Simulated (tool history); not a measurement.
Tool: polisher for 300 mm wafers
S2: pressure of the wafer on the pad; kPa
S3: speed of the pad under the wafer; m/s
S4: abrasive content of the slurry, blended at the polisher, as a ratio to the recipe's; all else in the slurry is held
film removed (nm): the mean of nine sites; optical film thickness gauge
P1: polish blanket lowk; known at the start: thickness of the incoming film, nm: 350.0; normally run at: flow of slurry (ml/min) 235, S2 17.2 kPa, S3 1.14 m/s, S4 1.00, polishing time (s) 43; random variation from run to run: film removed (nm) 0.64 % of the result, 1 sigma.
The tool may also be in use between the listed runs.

Run 1, day 0.600: flow of slurry (ml/min) 235, S2 17.2 kPa, S3 1.14 m/s, S4 1.00, polishing time (s) 43. Result: film removed (nm) 23.606.
Run 2, day 1.121: flow of slurry (ml/min) 235, S2 17.2 kPa, S3 1.14 m/s, S4 0.55, polishing time (s) 43. Result: film removed (nm) 17.312.
Run 3, day 1.638: flow of slurry (ml/min) 235, S2 24.8 kPa, S3 1.14 m/s, S4 0.70, polishing time (s) 43. Result: film removed (nm) 28.712.
At day 1.796: head pressure recalibrated.
Run 4, day 2.238: flow of slurry (ml/min) 235, S2 17.2 kPa, S3 1.14 m/s, S4 1.00, polishing time (s) 27. Result: film removed (nm) 14.874.
Run 5, day 2.604: flow of slurry (ml/min) 235, S2 7.6 kPa, S3 1.14 m/s, S4 1.00, polishing time (s) 43. Result: film removed (nm) 10.327.
Run 6, day 2.933: flow of slurry (ml/min) 235, S2 17.2 kPa, S3 1.14 m/s, S4 1.00, polishing time (s) 68. Result: film removed (nm) 37.497.
Run 7, day 3.312: flow of slurry (ml/min) 235, S2 17.2 kPa, S3 1.14 m/s, S4 1.00, polishing time (s) 43. Result: film removed (nm) 23.667.
Run 8, day 3.662: flow of slurry (ml/min) 145, S2 17.2 kPa, S3 1.14 m/s, S4 1.00, polishing time (s) 43. Result: film removed (nm) 22.258.
At day 3.738: conditioning disc replaced and pad reconditioned.
Run 9, day 4.196: flow of slurry (ml/min) 235, S2 17.2 kPa, S3 1.14 m/s, S4 1.00, polishing time (s) 43. Result: film removed (nm) 23.794.
Run 10, day 4.783: flow of slurry (ml/min) 235, S2 17.2 kPa, S3 0.78 m/s, S4 1.00, polishing time (s) 43. Result: film removed (nm) 17.384.
Run 11, day 5.392: flow of slurry (ml/min) 235, S2 27.6 kPa, S3 1.14 m/s, S4 1.00, polishing time (s) 43. Result: film removed (nm) 37.564.
Run 12, day 5.929: flow of slurry (ml/min) 235, S2 17.2 kPa, S3 1.14 m/s, S4 1.00, polishing time (s) 43. Result: film removed (nm) 23.684.
Run 13, day 6.579: flow of slurry (ml/min) 235, S2 17.2 kPa, S3 1.48 m/s, S4 1.00, polishing time (s) 43. Result: film removed (nm) 29.644.
Run 14, day 7.171: flow of slurry (ml/min) 235, S2 17.2 kPa, S3 0.62 m/s, S4 1.00, polishing time (s) 60. Result: film removed (nm) 20.031.
Run 15, day 7.479: flow of slurry (ml/min) 235, S2 17.2 kPa, S3 1.14 m/s, S4 1.00, polishing time (s) 43. Result: film removed (nm) 23.948.
Run 16, day 8.150: flow of slurry (ml/min) 370, S2 17.2 kPa, S3 1.14 m/s, S4 1.00, polishing time (s) 43. Result: film removed (nm) 24.580.
Run 17, day 8.746: flow of slurry (ml/min) 140, S2 17.2 kPa, S3 1.62 m/s, S4 1.00, polishing time (s) 43. Result: film removed (nm) 29.105.
Run 18, day 9.250: flow of slurry (ml/min) 235, S2 17.2 kPa, S3 1.14 m/s, S4 1.45, polishing time (s) 43. Result: film removed (nm) 27.616.
Run 19, day 9.925: flow of slurry (ml/min) 235, S2 17.2 kPa, S3 1.14 m/s, S4 1.00, polishing time (s) 43. Result: film removed (nm) 23.624.
Run 20, day 10.292: flow of slurry (ml/min) 235, S2 17.2 kPa, S3 1.14 m/s, S4 1.00, polishing time (s) 43. Result: film removed (nm) 22.843.
Run 21, day 10.921: flow of slurry (ml/min) 235, S2 17.2 kPa, S3 1.14 m/s, S4 1.00, polishing time (s) 43. Result: film removed (nm) 21.904.
Run 22, day 11.508: flow of slurry (ml/min) 235, S2 17.2 kPa, S3 1.14 m/s, S4 1.00, polishing time (s) 43. Result: film removed (nm) 21.275.
At day 11.746: conditioning disc replaced and pad reconditioned.
At day 11.892: head pressure recalibrated.
Run 23, day 12.092: flow of slurry (ml/min) 235, S2 17.2 kPa, S3 1.14 m/s, S4 1.00, polishing time (s) 43. Result: film removed (nm) 21.204.
Run 24, day 12.396: flow of slurry (ml/min) 235, S2 17.2 kPa, S3 1.14 m/s, S4 1.00, polishing time (s) 43. Result: film removed (nm) 20.786.
Run 25, day 13.071: flow of slurry (ml/min) 235, S2 17.2 kPa, S3 1.14 m/s, S4 1.00, polishing time (s) 43. Result: film removed (nm) 20.621.
At day 13.292: slurry nozzle cleaned.
Run 26, day 13.512: flow of slurry (ml/min) 235, S2 17.2 kPa, S3 1.14 m/s, S4 1.00, polishing time (s) 43. Result: film removed (nm) 20.534.
Run 27, day 14.079: flow of slurry (ml/min) 235, S2 17.2 kPa, S3 1.14 m/s, S4 1.00, polishing time (s) 43. Result: film removed (nm) 20.345.
Run 28, day 14.467: flow of slurry (ml/min) 235, S2 17.2 kPa, S3 1.14 m/s, S4 1.00, polishing time (s) 43. Result: film removed (nm) 20.328.

What P1 gives has crept away from where it was. These 2 causes fit the log equally well, each at the size given:
A: abrasive missing from the slurry, % = 25.4
B: removal rate lost through wear of the pad, % = 13.4
The creep began at about day 9.925.
Why every other cause is out:
slurry flow missing at the pad, %: serviced at day 13.292, which brought nothing back
head's pressure below its setpoint, %: serviced at day 11.892, which brought nothing back
time polished since the conditioner stopped cutting, s: serviced at day 11.746, which brought nothing back

4 check runs are offered, each on 2 wafers whose results are averaged, their results left as question marks. Which one tells the causes apart?
Run check 1, day 14.854: flow of slurry (ml/min) 360, S2 24.8 kPa, S3 1.14 m/s, S4 1.00, polishing time (s) 43. Result: film removed (nm) ?.
Run check 2, day 14.854: flow of slurry (ml/min) 150, S2 26.9 kPa, S3 1.14 m/s, S4 1.00, polishing time (s) 43. Result: film removed (nm) ?.
Run check 3, day 14.854: flow of slurry (ml/min) 235, S2 17.2 kPa, S3 1.14 m/s, S4 0.55, polishing time (s) 56. Result: film removed (nm) ?.
Run check 4, day 14.854: flow of slurry (ml/min) 235, S2 17.2 kPa, S3 1.14 m/s, S4 1.00, polishing time (s) 66. Result: film removed (nm) ?.

What each check would give under each cause:
  check             result    if A    if B
check 1  film removed (nm)  30.716  30.717
check 2  film removed (nm)  30.037  30.038
check 3  film removed (nm)  18.652  19.466
check 4  film removed (nm)  31.473  31.474
How far apart the two closest causes lie, in the result that separates them most: check 1 0 %; check 2 0 %; check 3 4.27 %; check 4 0 %
Only check 3 tells the causes apart: in the others they would give nearly the same result.

Check 3 was then run and gave: film removed (nm) 19.534. Which cause is it?

It is B: removal rate lost through wear of the pad, %.

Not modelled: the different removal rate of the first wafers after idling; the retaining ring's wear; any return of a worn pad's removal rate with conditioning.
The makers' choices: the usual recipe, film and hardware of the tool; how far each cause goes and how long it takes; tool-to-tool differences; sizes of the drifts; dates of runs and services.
